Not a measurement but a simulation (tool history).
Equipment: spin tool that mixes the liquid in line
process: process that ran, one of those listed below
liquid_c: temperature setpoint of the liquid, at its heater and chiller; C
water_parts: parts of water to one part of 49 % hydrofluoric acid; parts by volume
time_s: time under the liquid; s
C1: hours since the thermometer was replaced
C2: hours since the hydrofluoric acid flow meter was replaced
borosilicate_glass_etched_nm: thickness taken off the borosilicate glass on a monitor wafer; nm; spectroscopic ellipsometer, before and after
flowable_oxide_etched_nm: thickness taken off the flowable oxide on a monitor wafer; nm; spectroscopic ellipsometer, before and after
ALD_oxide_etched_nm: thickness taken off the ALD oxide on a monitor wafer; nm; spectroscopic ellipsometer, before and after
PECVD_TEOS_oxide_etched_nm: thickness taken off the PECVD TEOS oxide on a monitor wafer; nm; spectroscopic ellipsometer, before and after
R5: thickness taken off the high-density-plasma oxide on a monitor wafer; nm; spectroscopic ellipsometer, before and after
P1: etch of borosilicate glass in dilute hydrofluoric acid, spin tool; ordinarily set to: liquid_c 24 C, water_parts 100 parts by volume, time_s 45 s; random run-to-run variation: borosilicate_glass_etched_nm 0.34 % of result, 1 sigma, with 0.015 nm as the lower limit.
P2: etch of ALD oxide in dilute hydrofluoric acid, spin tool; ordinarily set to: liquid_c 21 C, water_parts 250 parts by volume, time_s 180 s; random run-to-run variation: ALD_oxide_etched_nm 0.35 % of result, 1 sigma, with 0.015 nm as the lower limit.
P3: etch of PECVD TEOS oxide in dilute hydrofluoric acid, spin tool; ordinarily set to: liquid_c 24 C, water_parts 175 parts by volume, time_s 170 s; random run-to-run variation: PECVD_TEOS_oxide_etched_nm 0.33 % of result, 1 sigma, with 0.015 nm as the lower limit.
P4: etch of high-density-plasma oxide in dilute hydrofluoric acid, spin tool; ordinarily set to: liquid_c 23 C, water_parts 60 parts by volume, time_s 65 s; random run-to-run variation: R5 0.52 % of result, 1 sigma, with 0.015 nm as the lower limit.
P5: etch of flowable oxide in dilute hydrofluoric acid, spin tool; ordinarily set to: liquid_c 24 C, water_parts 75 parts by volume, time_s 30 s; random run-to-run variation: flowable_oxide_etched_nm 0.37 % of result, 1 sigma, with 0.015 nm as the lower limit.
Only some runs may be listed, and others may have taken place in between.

{"run": 1, "hour": 6.4, "process": "P1", "liquid_c": 24, "water_parts": 100, "time_s": 45, "C1": 769.4, "C2": 1368.4, "borosilicate_glass_etched_nm": 14.294}
{"run": 2, "hour": 9.2, "process": "P5", "liquid_c": 24, "water_parts": 75, "time_s": 15, "C1": 772.2, "C2": 1371.2, "flowable_oxide_etched_nm": 6.37}
{"run": 3, "hour": 13.4, "process": "P2", "liquid_c": 21, "water_parts": 435, "time_s": 180, "C1": 776.4, "C2": 1375.4, "ALD_oxide_etched_nm": 4.1439}
{"run": 4, "hour": 19.0, "process": "P3", "liquid_c": 24, "water_parts": 175, "time_s": 45, "C1": 782, "C2": 1381, "PECVD_TEOS_oxide_etched_nm": 6.2028}
{"run": 5, "hour": 21.9, "process": "P3", "liquid_c": 17, "water_parts": 175, "time_s": 170, "C1": 784.9, "C2": 1383.9, "PECVD_TEOS_oxide_etched_nm": 17.8}
{"run": 6, "hour": 25.4, "process": "P1", "liquid_c": 24, "water_parts": 145, "time_s": 45, "C1": 788.4, "C2": 1387.4, "borosilicate_glass_etched_nm": 9.3184}
{"run": 7, "hour": 29.7, "process": "P1", "liquid_c": 18.5, "water_parts": 100, "time_s": 45, "C1": 792.7, "C2": 1391.7, "borosilicate_glass_etched_nm": 11.418}
{"run": 8, "hour": 34.6, "process": "P3", "liquid_c": 24, "water_parts": 275, "time_s": 170, "C1": 797.6, "C2": 1396.6, "PECVD_TEOS_oxide_etched_nm": 13.481}
{"run": 9, "hour": 41.1, "process": "P1", "liquid_c": 24, "water_parts": 100, "time_s": 15, "C1": 804.1, "C2": 1403.1, "borosilicate_glass_etched_nm": 4.7401}
{"run": 10, "hour": 45.8, "process": "P5", "liquid_c": 24, "water_parts": 75, "time_s": 30, "C1": 808.8, "C2": 1407.8, "flowable_oxide_etched_nm": 12.649}
{"run": 11, "hour": 49.7, "process": "P2", "liquid_c": 21, "water_parts": 250, "time_s": 180, "C1": 812.7, "C2": 1411.7, "ALD_oxide_etched_nm": 8.5482}
{"run": 12, "hour": 52.8, "process": "P1", "liquid_c": 19.5, "water_parts": 100, "time_s": 80, "C1": 815.8, "C2": 1414.8, "borosilicate_glass_etched_nm": 21.159}
{"run": 13, "hour": 59.3, "process": "P5", "liquid_c": 24, "water_parts": 115, "time_s": 30, "C1": 822.3, "C2": 1421.3, "flowable_oxide_etched_nm": 7.8607}
{"run": 14, "hour": 65.1, "process": "P1", "liquid_c": 24, "water_parts": 100, "time_s": 45, "C1": 828.1, "C2": 1427.1, "borosilicate_glass_etched_nm": 14.271}
{"run": 15, "hour": 69.0, "process": "P1", "liquid_c": 24, "water_parts": 20, "time_s": 45, "C1": 832, "C2": 1431, "borosilicate_glass_etched_nm": 79.235}
{"run": 16, "hour": 73.8, "process": "P5", "liquid_c": 17, "water_parts": 75, "time_s": 30, "C1": 836.8, "C2": 1435.8, "flowable_oxide_etched_nm": 9.5308}
{"run": 17, "hour": 77.1, "process": "P2", "liquid_c": 21, "water_parts": 250, "time_s": 180, "C1": 840.1, "C2": 1439.1, "ALD_oxide_etched_nm": 8.5163}
{"run": 18, "hour": 80.5, "process": "P5", "liquid_c": 24, "water_parts": 75, "time_s": 30, "C1": 843.5, "C2": 1442.5, "flowable_oxide_etched_nm": 12.674}
{"run": 19, "hour": 84.0, "process": "P1", "liquid_c": 24, "water_parts": 100, "time_s": 45, "C1": 847, "C2": 1446, "borosilicate_glass_etched_nm": 14.295}
{"run": 20, "hour": 87.7, "process": "P1", "liquid_c": 29.5, "water_parts": 100, "time_s": 70, "C1": 850.7, "C2": 1449.7, "borosilicate_glass_etched_nm": 27.333}
{"run": 21, "hour": 92.7, "process": "P1", "liquid_c": 24, "water_parts": 100, "time_s": 45, "C1": 855.7, "C2": 1454.7, "borosilicate_glass_etched_nm": 14.251}
{"run": 22, "hour": 96.1, "process": "P4", "liquid_c": 23, "water_parts": 105, "time_s": 65, "C1": 859.1, "C2": 1458.1, "R5": 3.0253}
{"run": 23, "hour": 100.2, "process": "P1", "liquid_c": 24, "water_parts": 100, "time_s": 45, "C1": 863.2, "C2": 1462.2, "borosilicate_glass_etched_nm": 14.311}
{"run": 24, "hour": 106.0, "process": "P1", "liquid_c": 24, "water_parts": 100, "time_s": 65, "C1": 869, "C2": 1468, "borosilicate_glass_etched_nm": 20.676}
{"run": 25, "hour": 111.8, "process": "P4", "liquid_c": 23, "water_parts": 60, "time_s": 65, "C1": 874.8, "C2": 1473.8, "R5": 5.5807}
{"run": 26, "hour": 118.2, "process": "P1", "liquid_c": 32.5, "water_parts": 100, "time_s": 45, "C1": 881.2, "C2": 1480.2, "borosilicate_glass_etched_nm": 19.565}

Predict the results of run 27:
{"run": 27, "hour": 123.0, "process": "P4", "liquid_c": 23, "water_parts": 60, "time_s": 20, "C1": 886, "C2": 1485, "R5": "?"}

{"run 27": {"R5": 1.7073}}

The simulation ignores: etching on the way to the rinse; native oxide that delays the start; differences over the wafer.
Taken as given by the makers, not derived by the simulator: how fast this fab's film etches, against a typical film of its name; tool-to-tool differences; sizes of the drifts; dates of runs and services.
